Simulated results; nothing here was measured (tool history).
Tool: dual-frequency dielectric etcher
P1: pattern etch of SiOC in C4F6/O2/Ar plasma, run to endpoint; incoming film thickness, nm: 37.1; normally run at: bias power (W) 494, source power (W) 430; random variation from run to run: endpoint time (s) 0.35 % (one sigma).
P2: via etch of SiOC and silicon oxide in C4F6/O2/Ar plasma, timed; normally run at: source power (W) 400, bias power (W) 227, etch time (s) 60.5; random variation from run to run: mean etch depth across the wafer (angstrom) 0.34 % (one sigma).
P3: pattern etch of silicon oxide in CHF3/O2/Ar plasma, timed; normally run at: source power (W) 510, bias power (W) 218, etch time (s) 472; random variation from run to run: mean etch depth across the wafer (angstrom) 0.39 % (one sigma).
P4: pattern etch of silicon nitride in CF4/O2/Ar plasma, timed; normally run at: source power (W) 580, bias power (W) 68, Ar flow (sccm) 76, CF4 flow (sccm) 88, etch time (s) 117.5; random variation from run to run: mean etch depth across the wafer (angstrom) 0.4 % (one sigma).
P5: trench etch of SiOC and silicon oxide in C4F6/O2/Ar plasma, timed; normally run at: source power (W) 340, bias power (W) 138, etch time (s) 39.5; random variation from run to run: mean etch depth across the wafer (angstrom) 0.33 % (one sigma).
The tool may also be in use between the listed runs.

| run | day | process that ran | bias power (W) | source power (W) | etch time (s) | Ar flow (sccm) | CF4 flow (sccm) | endpoint time (s) | mean etch depth across the wafer (angstrom) |
|---|---|---|---|---|---|---|---|---|---|
| 1 | 0.229 | P1 | 494 | 430 |  |  |  | 11.996 |  |
| 2 | 0.492 | P2 | 227 | 400 | 60.5 |  |  |  | 753.93 |
| 3 | 0.733 | P1 | 494 | 430 |  |  |  | 11.944 |  |
| 4 | 0.938 | P1 | 494 | 300 |  |  |  | 13.574 |  |
| 5 | 1.067 | P4 | 68 | 450 | 117.5 | 76 | 88 |  | 2352.2 |
|  | 1.246 | source power generator calibrated |
| 6 | 1.254 | P2 | 227 | 400 | 86 |  |  |  | 1076.6 |
| 7 | 1.417 | P1 | 586 | 510 |  |  |  | 10.494 |  |
| 8 | 1.679 | P1 | 494 | 610 |  |  |  | 10.514 |  |
| 9 | 1.929 | P5 | 191 | 340 | 39.5 |  |  |  | 736.57 |
| 10 | 2.092 | P5 | 138 | 230 | 39.5 |  |  |  | 571.39 |
| 11 | 2.283 | P4 | 68 | 580 | 117.5 | 76 | 110 |  | 2984.7 |
| 12 | 2.421 | P4 | 68 | 580 | 64.5 | 76 | 88 |  | 1595.1 |
| 13 | 2.629 | P2 | 227 | 480 | 60.5 |  |  |  | 808.32 |
| 14 | 2.783 | P3 | 218 | 510 | 472 |  |  |  | 9572.1 |
| 15 | 3.038 | P2 | 180 | 400 | 60.5 |  |  |  | 700.34 |
| 16 | 3.283 | P1 | 611 | 430 |  |  |  | 10.997 |  |
| 17 | 3.479 | P5 | 138 | 340 | 21.5 |  |  |  | 361.4 |
| 18 | 3.638 | P4 | 68 | 580 | 117.5 | 76 | 88 |  | 2923.1 |
| 19 | 3.829 | P1 | 494 | 430 |  |  |  | 11.93 |  |
|  | 4.012 | wet clean of the chamber |
| 20 | 4.029 | P1 | 494 | 430 |  |  |  | 11.921 |  |
| 21 | 4.175 | P4 | 68 | 580 | 117.5 | 76 | 88 |  | 2915.9 |
| 22 | 4.429 | P5 | 138 | 340 | 39.5 |  |  |  | 664.78 |
| 23 | 4.558 | P3 | 218 | 510 | 259.5 |  |  |  | 5227.9 |
| 24 | 4.775 | P1 | 311 | 430 |  |  |  | 14.046 |  |
| 25 | 4.929 | P3 | 300 | 510 | 472 |  |  |  | 10642 |
| 26 | 5.162 | P1 | 600 | 350 |  |  |  | 11.951 |  |
|  | 5.283 | bias power generator calibrated |
| 27 | 5.333 | P1 | 494 | 430 |  |  |  | 11.92 |  |
| 28 | 5.579 | P1 | 413 | 310 |  |  |  | 14.411 |  |
| 29 | 5.842 | P4 | 48 | 580 | 117.5 | 76 | 88 |  | 2561.5 |
| 30 | 6.025 | P3 | 218 | 640 | 472 |  |  |  | 10376 |
| 31 | 6.279 | P4 | 68 | 580 | 117.5 | 58 | 88 |  | 3002.5 |
| 32 | 6.45 | P1 | 494 | 430 |  |  |  | 11.897 |  |
| 33 | 6.562 | P1 | 494 | 430 |  |  |  | 11.946 |  |
| 34 | 6.817 | P1 | 494 | 430 |  |  |  | 12.012 |  |
| 35 | 7.083 | P1 | 494 | 430 |  |  |  | 12.058 |  |
| 36 | 7.338 | P1 | 494 | 430 |  |  |  | 12.14 |  |
| 37 | 7.517 | P1 | 494 | 430 |  |  |  | 12.124 |  |
|  | 7.658 | wet clean of the chamber |
| 38 | 7.738 | P1 | 494 | 430 |  |  |  | 12.054 |  |
| 39 | 7.879 | P1 | 494 | 430 |  |  |  | 12.066 |  |
| 40 | 8.038 | P1 | 494 | 430 |  |  |  | 12.173 |  |
| 41 | 8.208 | P1 | 494 | 430 |  |  |  | 12.096 |  |
| 42 | 8.383 | P1 | 494 | 430 |  |  |  | 12.068 |  |
| 43 | 8.542 | P1 | 494 | 430 |  |  |  | 12.195 |  |

What P1 gives has crept away from where it was. These 2 causes fit the log equally well, each at the size given:
A: bias power that arrives under what is set, % = 4.65
B: source power that arrives under what is set, % = 4.66
The creep began at about day 6.562.
Why every other cause is out:
chamber walls in a state that lowers the etch rate, %: serviced at day 7.658, which brought nothing back

4 check runs are offered, each on 2 wafers whose results are averaged, their results left as question marks. Which one tells the causes apart?
| check 1 | 8.7 | P3 | 218 | 510 | 472 |  |  |  | ? |
| check 2 | 8.7 | P4 | 68 | 580 | 117.5 | 76 | 88 |  | ? |
| check 3 | 8.7 | P5 | 138 | 340 | 39.5 |  |  |  | ? |
| check 4 | 8.7 | P2 | 227 | 400 | 60.5 |  |  |  | ? |

What each check would give under each cause:
| check | result | if A | if B |
|---|---|---|---|
| check 1 | mean etch depth across the wafer (angstrom) | 9348.3 | 9336.3 |
| check 2 | mean etch depth across the wafer (angstrom) | 2863.8 | 2798.5 |
| check 3 | mean etch depth across the wafer (angstrom) | 656.98 | 654.02 |
| check 4 | mean etch depth across the wafer (angstrom) | 745.09 | 743.41 |
How far apart the two closest causes lie, in the result that separates them most: check 1 0.13 %; check 2 2.31 %; check 3 0.45 %; check 4 0.23 %
Check 2 tells the causes apart: in the others they would give nearly the same result.

Check 2 was then run and gave: mean etch depth across the wafer (angstrom) 2808. Which cause is it?

It is B: source power that arrives under what is set, %.
